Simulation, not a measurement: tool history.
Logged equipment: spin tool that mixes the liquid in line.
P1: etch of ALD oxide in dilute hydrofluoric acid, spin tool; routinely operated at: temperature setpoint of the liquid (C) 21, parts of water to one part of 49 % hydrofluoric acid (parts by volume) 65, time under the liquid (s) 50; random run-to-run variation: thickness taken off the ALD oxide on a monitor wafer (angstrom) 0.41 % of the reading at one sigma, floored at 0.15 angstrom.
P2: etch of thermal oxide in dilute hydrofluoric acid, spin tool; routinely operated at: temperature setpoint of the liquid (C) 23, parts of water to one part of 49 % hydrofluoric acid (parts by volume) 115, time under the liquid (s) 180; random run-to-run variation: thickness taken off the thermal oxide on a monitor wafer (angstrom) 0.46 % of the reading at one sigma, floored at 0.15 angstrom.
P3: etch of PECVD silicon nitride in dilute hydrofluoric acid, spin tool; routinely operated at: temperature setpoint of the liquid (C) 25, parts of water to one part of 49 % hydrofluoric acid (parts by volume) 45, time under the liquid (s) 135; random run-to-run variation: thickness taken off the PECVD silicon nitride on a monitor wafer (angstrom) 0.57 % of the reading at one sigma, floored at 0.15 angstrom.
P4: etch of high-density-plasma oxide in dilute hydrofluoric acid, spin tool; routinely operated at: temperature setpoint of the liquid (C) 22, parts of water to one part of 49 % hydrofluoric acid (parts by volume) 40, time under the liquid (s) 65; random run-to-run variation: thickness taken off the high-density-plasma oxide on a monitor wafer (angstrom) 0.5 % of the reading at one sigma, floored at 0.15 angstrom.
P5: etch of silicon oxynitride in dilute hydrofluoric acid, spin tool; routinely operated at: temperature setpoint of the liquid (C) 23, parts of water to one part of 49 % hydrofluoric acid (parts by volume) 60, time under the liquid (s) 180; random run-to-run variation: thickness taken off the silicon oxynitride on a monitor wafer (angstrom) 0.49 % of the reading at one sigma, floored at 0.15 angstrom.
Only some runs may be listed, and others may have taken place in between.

run	day	process that ran	temperature setpoint of the liquid (C)	parts of water to one part of 49 % hydrofluoric acid (parts by volume)	time under the liquid (s)	hours since the thermometer was replaced	hours since the hydrofluoric acid flow meter was replaced	thickness taken off the ALD oxide on a monitor wafer (angstrom)	thickness taken off the thermal oxide on a monitor wafer (angstrom)	thickness taken off the silicon oxynitride on a monitor wafer (angstrom)	thickness taken off the PECVD silicon nitride on a monitor wafer (angstrom)	thickness taken off the high-density-plasma oxide on a monitor wafer (angstrom)
1	0.588	P1	21	65	50	92.4	479.3	96.55				
2	1.171	P2	28.5	115	180	106.4	493.3		85.31			
3	1.742	P2	23	45	180	120.1	507		192.61			
4	2.188	P5	31	60	180	130.8	517.7			84.065		
5	2.562	P1	21	30	50	139.8	526.7	218.44				
6	2.833	P1	21	65	50	146.3	533.2	96.064				
7	3.275	P5	23	105	180	156.9	543.8			31.787		
8	3.608	P5	23	60	180	164.9	551.8			57.531		
9	4.125	P2	23	115	30	177.3	564.2		11.376			
10	4.546	P1	21	65	50	187.4	574.3	95.82				
11	4.875	P3	25	20	135	195.3	582.2				333.17	
12	5.296	P4	22	40	65	205.4	592.3					174.07
13	5.688	P1	21	110	50	214.8	601.7	53.111				
14	5.95	P5	23	60	180	221.1	608			57.373		
15	6.325	P4	22	40	30	230.1	617					80.418
16	6.629	P2	23	115	180	237.4	624.3		68.876			
17	7.154	P1	26.5	100	50	250	636.9	74.929				
18	7.721	P1	29	65	50	263.6	650.5	132.5				
19	8.271	P3	25	45	30	276.8	663.7				33.774	

Run 20 has not been measured yet. What should we expect?
20	8.833	P5	23	60	310	290.3	677.2			?		

{"run 20": {"thickness taken off the silicon oxynitride on a monitor wafer (angstrom)": 99.782}}
